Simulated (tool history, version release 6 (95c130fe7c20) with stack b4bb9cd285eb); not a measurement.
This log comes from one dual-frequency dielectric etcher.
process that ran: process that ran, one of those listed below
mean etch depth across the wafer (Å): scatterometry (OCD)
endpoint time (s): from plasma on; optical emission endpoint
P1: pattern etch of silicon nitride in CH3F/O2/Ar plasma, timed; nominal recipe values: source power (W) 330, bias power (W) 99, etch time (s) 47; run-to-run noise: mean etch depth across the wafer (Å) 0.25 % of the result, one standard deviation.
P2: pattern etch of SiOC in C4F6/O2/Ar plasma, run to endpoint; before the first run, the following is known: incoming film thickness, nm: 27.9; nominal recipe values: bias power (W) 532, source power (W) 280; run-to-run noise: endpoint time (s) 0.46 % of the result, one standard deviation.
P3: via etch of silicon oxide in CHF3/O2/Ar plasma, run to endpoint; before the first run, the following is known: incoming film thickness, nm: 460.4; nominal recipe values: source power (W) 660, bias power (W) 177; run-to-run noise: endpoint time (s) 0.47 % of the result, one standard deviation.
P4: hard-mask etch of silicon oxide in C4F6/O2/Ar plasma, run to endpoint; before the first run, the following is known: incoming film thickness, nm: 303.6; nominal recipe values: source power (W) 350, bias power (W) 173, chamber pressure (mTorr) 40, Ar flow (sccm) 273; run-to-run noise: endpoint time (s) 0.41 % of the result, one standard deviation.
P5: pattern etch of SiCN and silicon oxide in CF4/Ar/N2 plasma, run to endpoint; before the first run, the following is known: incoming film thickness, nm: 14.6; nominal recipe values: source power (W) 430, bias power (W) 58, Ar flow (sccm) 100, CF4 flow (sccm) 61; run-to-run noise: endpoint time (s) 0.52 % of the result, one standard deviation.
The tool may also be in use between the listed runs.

| run | hour | process that ran | source power (W) | bias power (W) | etch time (s) | chamber pressure (mTorr) | Ar flow (sccm) | CF4 flow (sccm) | hours since the last wet clean | hours since the last source power generator calibration | hours since the last bias power generator calibration | mean etch depth across the wafer (Å) | endpoint time (s) |
|---|---|---|---|---|---|---|---|---|---|---|---|---|---|
| 1 | 5.3 | P1 | 330 | 99 | 47 |  |  |  | 76.1 | 746.8 | 2580.8 | 341.2 |  |
| 2 | 8.8 | P1 | 330 | 99 | 47 |  |  |  | 79.6 | 750.3 | 2584.3 | 342.16 |  |
| 3 | 12.7 | P4 | 350 | 173 |  | 40 | 273 |  | 83.5 | 754.2 | 2588.2 |  | 103.76 |
| 4 | 17.9 | P1 | 450 | 99 | 47 |  |  |  | 88.7 | 759.4 | 2593.4 | 382.19 |  |
| 5 | 21.9 | P4 | 350 | 132 |  | 40 | 273 |  | 92.7 | 763.4 | 2597.4 |  | 113.03 |
| 6 | 27.5 | P5 | 430 | 58 |  |  | 100 | 61 | 98.3 | 769 | 2603 |  | 20.102 |
| 7 | 33 | P5 | 430 | 58 |  |  | 128 | 61 | 103.8 | 774.5 | 2608.5 |  | 21.061 |
| 8 | 38.6 | P1 | 270 | 129 | 47 |  |  |  | 109.4 | 780.1 | 2614.1 | 350.54 |  |
| 9 | 43.2 | P1 | 230 | 70 | 47 |  |  |  | 114 | 784.7 | 2618.7 | 262.39 |  |
| 10 | 47.5 | P1 | 330 | 99 | 47 |  |  |  | 118.3 | 789 | 2623 | 340.95 |  |
| 11 | 51.1 | P1 | 330 | 99 | 47 |  |  |  | 121.9 | 792.6 | 2626.6 | 341.66 |  |
| 12 | 54.3 | P1 | 330 | 65 | 47 |  |  |  | 125.1 | 795.8 | 2629.8 | 292.82 |  |
| 13 | 57.1 | P3 | 660 | 177 |  |  |  |  | 127.9 | 798.6 | 2632.6 |  | 215.55 |
| 14 | 60.5 | P3 | 660 | 224 |  |  |  |  | 131.3 | 802 | 2636 |  | 199.74 |
| 15 | 65.9 | P1 | 220 | 99 | 63.5 |  |  |  | 136.7 | 807.4 | 2641.4 | 396.38 |  |
| 16 | 70.1 | P3 | 840 | 177 |  |  |  |  | 140.9 | 811.6 | 2645.6 |  | 196.96 |
| 17 | 74.8 | P5 | 550 | 58 |  |  | 100 | 61 | 145.6 | 816.3 | 2650.3 |  | 16.01 |
| 18 | 78.8 | P4 | 350 | 173 |  | 40 | 273 |  | 149.6 | 820.3 | 2654.3 |  | 104.22 |
| 19 | 83.4 | P4 | 350 | 173 |  | 40 | 332 |  | 154.2 | 824.9 | 2658.9 |  | 105.54 |
| 20 | 89.4 | P5 | 430 | 58 |  |  | 100 | 75 | 160.2 | 830.9 | 2664.9 |  | 19.49 |
| 21 | 93.1 | P4 | 220 | 173 |  | 40 | 273 |  | 163.9 | 834.6 | 2668.6 |  | 124.21 |
| 22 | 96.5 | P4 | 350 | 173 |  | 25 | 273 |  | 167.3 | 838 | 2672 |  | 98.406 |
| 23 | 100.9 | P1 | 330 | 133 | 47 |  |  |  | 171.7 | 842.4 | 2676.4 | 382.29 |  |
|  | 102.2 | source power generator calibrated |
| 24 | 106.4 | P2 | 220 | 532 |  |  |  |  | 177.2 | 4.2 | 2681.9 |  | 11.633 |
| 25 | 110.8 | P2 | 280 | 532 |  |  |  |  | 181.6 | 8.6 | 2686.3 |  | 10.712 |
| 26 | 114.1 | P1 | 270 | 99 | 47 |  |  |  | 184.9 | 11.9 | 2689.6 | 317.08 |  |
| 27 | 117.9 | P2 | 280 | 641 |  |  |  |  | 188.7 | 15.7 | 2693.4 |  | 10.019 |
| 28 | 122.7 | P1 | 330 | 99 | 26 |  |  |  | 193.5 | 20.5 | 2698.2 | 188.32 |  |
| 29 | 126.9 | P5 | 430 | 77 |  |  | 100 | 61 | 197.7 | 24.7 | 2702.4 |  | 18.224 |
| 30 | 133.1 | P1 | 330 | 99 | 47 |  |  |  | 203.9 | 30.9 | 2708.6 | 340.74 |  |
| 31 | 137.4 | P1 | 330 | 99 | 64.5 |  |  |  | 208.2 | 35.2 | 2712.9 | 468.66 |  |
| 32 | 140.9 | P1 | 330 | 99 | 47 |  |  |  | 211.7 | 38.7 | 2716.4 | 341.86 |  |
| 33 | 144.1 | P1 | 330 | 99 | 47 |  |  |  | 214.9 | 41.9 | 2719.6 | 341.9 |  |
| 34 | 147.9 | P1 | 330 | 99 | 47 |  |  |  | 218.7 | 45.7 | 2723.4 | 343.37 |  |
| 35 | 153.6 | P1 | 330 | 99 | 47 |  |  |  | 224.4 | 51.4 | 2729.1 | 345.84 |  |
| 36 | 159.4 | P1 | 330 | 99 | 47 |  |  |  | 230.2 | 57.2 | 2734.9 | 344.84 |  |
| 37 | 162.7 | P1 | 330 | 99 | 47 |  |  |  | 233.5 | 60.5 | 2738.2 | 345.56 |  |
| 38 | 166 | P1 | 330 | 99 | 47 |  |  |  | 236.8 | 63.8 | 2741.5 | 345.19 |  |
|  | 166.1 | wet clean of the chamber |
| 39 | 172.1 | P1 | 330 | 99 | 47 |  |  |  | 6 | 69.9 | 2747.6 | 346.41 |  |
| 40 | 176.4 | P1 | 330 | 99 | 47 |  |  |  | 10.3 | 74.2 | 2751.9 | 346.63 |  |
| 41 | 179.4 | P1 | 330 | 99 | 47 |  |  |  | 13.3 | 77.2 | 2754.9 | 346.19 |  |

What P1 gives has crept away from where it was. These 2 causes fit the log equally well, each at the size given:
A: source power that arrives over what is set, % = 4.56
B: bias power that arrives over what is set, % = 4.54
The drift started at roughly hour 140.9.
Each remaining cause and why it is not a fit:
chamber walls in a state that raises the etch rate, %: was serviced at hour 166.1, once the creep was under way, yet the earlier output never came back

Of the 4 check runs below, each run on 3 wafers with the results averaged and each result still a question mark, which one would tell the listed causes apart?
| check 1 | 182.4 | P5 | 430 | 58 |  |  | 100 | 61 |  |  |  |  | ? |
| check 2 | 182.4 | P3 | 660 | 177 |  |  |  |  |  |  |  |  | ? |
| check 3 | 182.4 | P2 | 280 | 532 |  |  |  |  |  |  |  |  | ? |
| check 4 | 182.4 | P4 | 350 | 173 |  | 40 | 273 |  |  |  |  |  | ? |

Outcome of each check run for each possible cause:
| check | result | if A | if B |
|---|---|---|---|
| check 1 | endpoint time (s) | 19.303 | 19.787 |
| check 2 | endpoint time (s) | 212.33 | 212.81 |
| check 3 | endpoint time (s) | 10.569 | 10.561 |
| check 4 | endpoint time (s) | 102.18 | 102.52 |
Gap, in per cent, between the two causes that each check separates least, read from the result that separates them most: check 1 2.47 %; check 2 0.23 %; check 3 0.07 %; check 4 0.33 %
Of the check runs offered, only check 1 discriminates between the causes; the rest would read about the same regardless of which cause applies.

Running check 1 produced the following: endpoint time (s) 19.805. Which one of the listed causes fits?

B is the cause: bias power that arrives over what is set, %.

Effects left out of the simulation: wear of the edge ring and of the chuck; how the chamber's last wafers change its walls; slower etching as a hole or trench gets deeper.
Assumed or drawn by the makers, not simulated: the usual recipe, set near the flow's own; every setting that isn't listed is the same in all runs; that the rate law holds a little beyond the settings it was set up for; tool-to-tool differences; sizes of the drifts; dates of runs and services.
